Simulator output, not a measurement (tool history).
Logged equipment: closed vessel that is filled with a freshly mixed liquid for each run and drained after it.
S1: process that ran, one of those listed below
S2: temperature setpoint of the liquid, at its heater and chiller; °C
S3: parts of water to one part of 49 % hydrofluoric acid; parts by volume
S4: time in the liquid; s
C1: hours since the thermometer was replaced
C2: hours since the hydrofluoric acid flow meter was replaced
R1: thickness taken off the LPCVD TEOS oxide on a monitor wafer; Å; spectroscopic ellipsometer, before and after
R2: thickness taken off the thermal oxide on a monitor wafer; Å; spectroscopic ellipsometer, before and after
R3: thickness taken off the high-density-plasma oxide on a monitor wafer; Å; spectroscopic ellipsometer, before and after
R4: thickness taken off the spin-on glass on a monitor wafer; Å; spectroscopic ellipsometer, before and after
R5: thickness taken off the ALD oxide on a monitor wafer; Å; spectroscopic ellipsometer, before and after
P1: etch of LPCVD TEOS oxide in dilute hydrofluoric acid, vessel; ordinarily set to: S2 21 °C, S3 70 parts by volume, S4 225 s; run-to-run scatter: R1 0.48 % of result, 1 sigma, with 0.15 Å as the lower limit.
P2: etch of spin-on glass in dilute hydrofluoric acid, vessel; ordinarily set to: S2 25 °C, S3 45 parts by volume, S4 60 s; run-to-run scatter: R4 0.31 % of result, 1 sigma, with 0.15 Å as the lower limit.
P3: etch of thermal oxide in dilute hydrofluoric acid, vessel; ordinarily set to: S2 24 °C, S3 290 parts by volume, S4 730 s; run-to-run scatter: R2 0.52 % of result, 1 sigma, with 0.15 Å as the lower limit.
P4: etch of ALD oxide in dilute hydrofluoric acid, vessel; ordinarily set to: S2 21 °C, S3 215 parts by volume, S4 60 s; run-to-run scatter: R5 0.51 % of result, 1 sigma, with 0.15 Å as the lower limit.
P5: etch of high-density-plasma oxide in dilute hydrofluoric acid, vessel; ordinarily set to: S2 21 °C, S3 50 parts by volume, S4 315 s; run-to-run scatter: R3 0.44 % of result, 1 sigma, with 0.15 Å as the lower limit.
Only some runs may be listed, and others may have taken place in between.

run 1 hour=4.4 | S1=P1 S2=21 S3=70 S4=225 | C1=1099.2 C2=913.2 | R1=528.25
run 2 hour=9.8 | S1=P3 S2=24 S3=290 S4=1055 | C1=1104.6 C2=918.6 | R2=132.82
run 3 hour=16.8 | S1=P3 S2=24 S3=405 S4=730 | C1=1111.6 C2=925.6 | R2=59.116
-- hour=20.5 hydrofluoric acid flow meter replaced
run 4 hour=21.1 | S1=P5 S2=21 S3=50 S4=315 | C1=1115.9 C2=0.6 | R3=394.51
run 5 hour=28.6 | S1=P2 S2=25 S3=45 S4=110 | C1=1123.4 C2=8.1 | R4=890.18
run 6 hour=33 | S1=P1 S2=21 S3=70 S4=225 | C1=1127.8 C2=12.5 | R1=529.24
run 7 hour=37.3 | S1=P2 S2=25 S3=45 S4=60 | C1=1132.1 C2=16.8 | R4=486.44
run 8 hour=42.9 | S1=P3 S2=24 S3=290 S4=730 | C1=1137.7 C2=22.4 | R2=92.939
run 9 hour=47.6 | S1=P1 S2=17 S3=70 S4=225 | C1=1142.4 C2=27.1 | R1=448.69
run 10 hour=51 | S1=P5 S2=21 S3=20 S4=315 | C1=1145.8 C2=30.5 | R3=1015
run 11 hour=54.5 | S1=P2 S2=25 S3=20 S4=60 | C1=1149.3 C2=34 | R4=1128
run 12 hour=58.7 | S1=P4 S2=21 S3=215 S4=30 | C1=1153.5 C2=38.2 | R5=34.196
run 13 hour=66.1 | S1=P1 S2=21 S3=70 S4=225 | C1=1160.9 C2=45.6 | R1=530.54
run 14 hour=69.5 | S1=P1 S2=21 S3=45 S4=315 | C1=1164.3 C2=49 | R1=1189.1
run 15 hour=72.9 | S1=P1 S2=21 S3=70 S4=225 | C1=1167.7 C2=52.4 | R1=530.7
run 16 hour=79.4 | S1=P5 S2=21 S3=50 S4=485 | C1=1174.2 C2=58.9 | R3=605.57
run 17 hour=83.2 | S1=P4 S2=21 S3=65 S4=60 | C1=1178 C2=62.7 | R5=263.07
run 18 hour=88.5 | S1=P3 S2=20.5 S3=290 S4=730 | C1=1183.3 C2=68 | R2=80.785
run 19 hour=95.8 | S1=P4 S2=25 S3=215 S4=60 | C1=1190.6 C2=75.3 | R5=79.028
run 20 hour=101.3 | S1=P4 S2=21 S3=215 S4=60 | C1=1196.1 C2=80.8 | R5=68.265
run 21 hour=108.5 | S1=P1 S2=21 S3=120 S4=225 | C1=1203.3 C2=88 | R1=293.65
run 22 hour=112 | S1=P1 S2=21 S3=70 S4=225 | C1=1206.8 C2=91.5 | R1=530.83
run 23 hour=118.4 | S1=P1 S2=21 S3=70 S4=430 | C1=1213.2 C2=97.9 | R1=1009.3
run 24 hour=123.7 | S1=P1 S2=21 S3=20 S4=225 | C1=1218.5 C2=103.2 | R1=1967.1
run 25 hour=130.2 | S1=P5 S2=21 S3=50 S4=315 | C1=1225 C2=109.7 | R3=391.98
run 26 hour=136.4 | S1=P1 S2=21 S3=70 S4=225 | C1=1231.2 C2=115.9 | R1=530.85
run 27 hour=139.9 | S1=P5 S2=28.5 S3=50 S4=315 | C1=1234.7 C2=119.4 | R3=533.2
run 28 hour=144.5 | S1=P2 S2=25 S3=45 S4=60 | C1=1239.3 C2=124 | R4=486.19
run 29 hour=151.4 | S1=P1 S2=24.5 S3=70 S4=225 | C1=1246.2 C2=130.9 | R1=609.14
run 30 hour=155.6 | S1=P2 S2=30.5 S3=45 S4=60 | C1=1250.4 C2=135.1 | R4=604.1
run 31 hour=160.3 | S1=P3 S2=24 S3=290 S4=730 | C1=1255.1 C2=139.8 | R2=92.282
run 32 hour=165.1 | S1=P1 S2=21 S3=70 S4=225 | C1=1259.9 C2=144.6 | R1=530.74
run 33 hour=169.5 | S1=P1 S2=21 S3=70 S4=30 | C1=1264.3 C2=149 | R1=70.652
run 34 hour=176.1 | S1=P1 S2=21 S3=70 S4=225 | C1=1270.9 C2=155.6 | R1=533.01
run 35 hour=182.4 | S1=P1 S2=21 S3=70 S4=225 | C1=1277.2 C2=161.9 | R1=552.74
run 36 hour=189.3 | S1=P1 S2=21 S3=70 S4=225 | C1=1284.1 C2=168.8 | R1=566.34
run 37 hour=192.7 | S1=P1 S2=21 S3=70 S4=225 | C1=1287.5 C2=172.2 | R1=561.46
run 38 hour=196.6 | S1=P1 S2=21 S3=70 S4=225 | C1=1291.4 C2=176.1 | R1=563.56
run 39 hour=201.8 | S1=P1 S2=21 S3=70 S4=225 | C1=1296.6 C2=181.3 | R1=570.82

The next listed run, before its measurement:
run 40 hour=206.4 | S1=P1 S2=21 S3=70 S4=225 | C1=1301.2 C2=185.9 | R1=?

Run 40 produced R1 571.41 Å.
